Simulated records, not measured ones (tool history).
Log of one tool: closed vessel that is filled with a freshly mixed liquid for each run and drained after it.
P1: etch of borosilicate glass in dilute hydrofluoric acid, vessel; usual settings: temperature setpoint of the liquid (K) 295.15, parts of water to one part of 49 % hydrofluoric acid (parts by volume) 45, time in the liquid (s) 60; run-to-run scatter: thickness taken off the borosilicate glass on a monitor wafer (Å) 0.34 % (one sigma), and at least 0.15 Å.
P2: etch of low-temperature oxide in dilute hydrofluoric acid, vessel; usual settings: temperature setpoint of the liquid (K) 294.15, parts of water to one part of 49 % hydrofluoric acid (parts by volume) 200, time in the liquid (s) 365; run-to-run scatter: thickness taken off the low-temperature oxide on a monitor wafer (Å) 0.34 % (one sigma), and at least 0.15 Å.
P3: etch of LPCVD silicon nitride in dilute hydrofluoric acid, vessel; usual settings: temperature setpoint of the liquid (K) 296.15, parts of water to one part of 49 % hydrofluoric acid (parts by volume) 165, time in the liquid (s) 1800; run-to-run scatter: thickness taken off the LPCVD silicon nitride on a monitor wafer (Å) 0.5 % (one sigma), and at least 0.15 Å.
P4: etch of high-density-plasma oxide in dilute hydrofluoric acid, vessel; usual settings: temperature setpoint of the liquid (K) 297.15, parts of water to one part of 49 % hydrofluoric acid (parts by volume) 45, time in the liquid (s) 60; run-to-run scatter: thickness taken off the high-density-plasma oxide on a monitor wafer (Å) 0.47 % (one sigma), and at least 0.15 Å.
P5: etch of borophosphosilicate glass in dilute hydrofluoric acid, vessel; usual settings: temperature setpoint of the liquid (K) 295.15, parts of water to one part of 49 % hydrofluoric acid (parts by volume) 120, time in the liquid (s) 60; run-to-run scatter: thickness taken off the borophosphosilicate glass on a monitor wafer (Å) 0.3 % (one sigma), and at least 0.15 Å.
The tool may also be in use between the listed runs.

run,hour,process that ran,temperature setpoint of the liquid (K),parts of water to one part of 49 % hydrofluoric acid (parts by volume),time in the liquid (s),hours since the thermometer was replaced,hours since the hydrofluoric acid flow meter was replaced,thickness taken off the borosilicate glass on a monitor wafer (Å),thickness taken off the low-temperature oxide on a monitor wafer (Å),thickness taken off the borophosphosilicate glass on a monitor wafer (Å),thickness taken off the high-density-plasma oxide on a monitor wafer (Å),thickness taken off the LPCVD silicon nitride on a monitor wafer (Å)
1,9.4,P1,295.15,45,60,1312.9,774.8,410.27,,,,
2,20.1,P2,294.15,200,365,1323.6,785.5,,157.24,,,
3,27.7,P1,290.15,45,115,1331.2,793.1,642.98,,,,
4,35.5,P5,295.15,120,30,1339,800.9,,,81.57,,
5,45.3,P4,297.15,20,60,1348.8,810.7,,,,370.49,
6,56.1,P1,295.15,45,60,1359.6,821.5,413.03,,,,
7,65.5,P1,295.15,45,30,1369,830.9,207.22,,,,
8,74.6,P4,297.15,45,30,1378.1,840,,,,79.166,
9,80.8,P1,295.15,45,60,1384.3,846.2,413.8,,,,
10,88.5,P1,295.15,45,60,1392,853.9,414.18,,,,
11,94.6,P2,294.15,200,365,1398.1,860,,156.67,,,
12,101,P3,296.15,165,1800,1404.5,866.4,,,,,53.122
13,109.8,P5,295.15,60,60,1413.3,875.2,,,350.92,,
14,122,P1,290.15,45,60,1425.5,887.4,334.88,,,,
15,127.8,P2,300.15,200,365,1431.3,893.2,,196.01,,,
16,137.3,P1,295.15,45,60,1440.8,902.7,412.99,,,,
17,149.4,P3,296.15,50,1800,1452.9,914.8,,,,,173.15
18,158.3,P5,295.15,120,60,1461.8,923.7,,,163.37,,
19,163.8,P4,290.15,45,60,1467.3,929.2,,,,117.69,
20,170.1,P3,290.15,165,1800,1473.6,935.5,,,,,35.566
21,180.4,P3,296.15,165,2870,1483.9,945.8,,,,,84.312
22,192.7,P1,295.15,65,105,1496.2,958.1,489.2,,,,
23,204.9,P2,294.15,45,365,1508.4,970.3,,827.33,,,
24,214.4,P3,296.15,165,1800,1517.9,979.8,,,,,53.015
25,225.6,P4,297.15,45,60,1529.1,991,,,,158.57,
26,233.9,P1,299.15,45,60,1537.4,999.3,485.33,,,,
27,244.3,P1,295.15,25,60,1547.8,1009.7,761.9,,,,
28,254.6,P2,294.15,200,675,1558.1,1020,,288.56,,,
29,263.4,P5,295.15,120,60,1566.9,1028.8,,,163.48,,
30,275.6,P4,297.15,45,60,1579.1,1041,,,,158.5,
31,281.8,P5,300.15,120,60,1585.3,1047.2,,,197.67,,
32,289.3,P1,295.15,45,60,1592.8,1054.7,412.65,,,,
33,298.3,P1,295.15,45,85,1601.8,1063.7,583.92,,,,
34,307.4,P1,295.15,60,60,1610.9,1072.8,304.75,,,,

Run 35 comes next. What will it give?
35,314.3,P1,295.15,45,60,1617.8,1079.7,?,,,,

Run 35 gave thickness taken off the borosilicate glass on a monitor wafer (Å) 414.8.
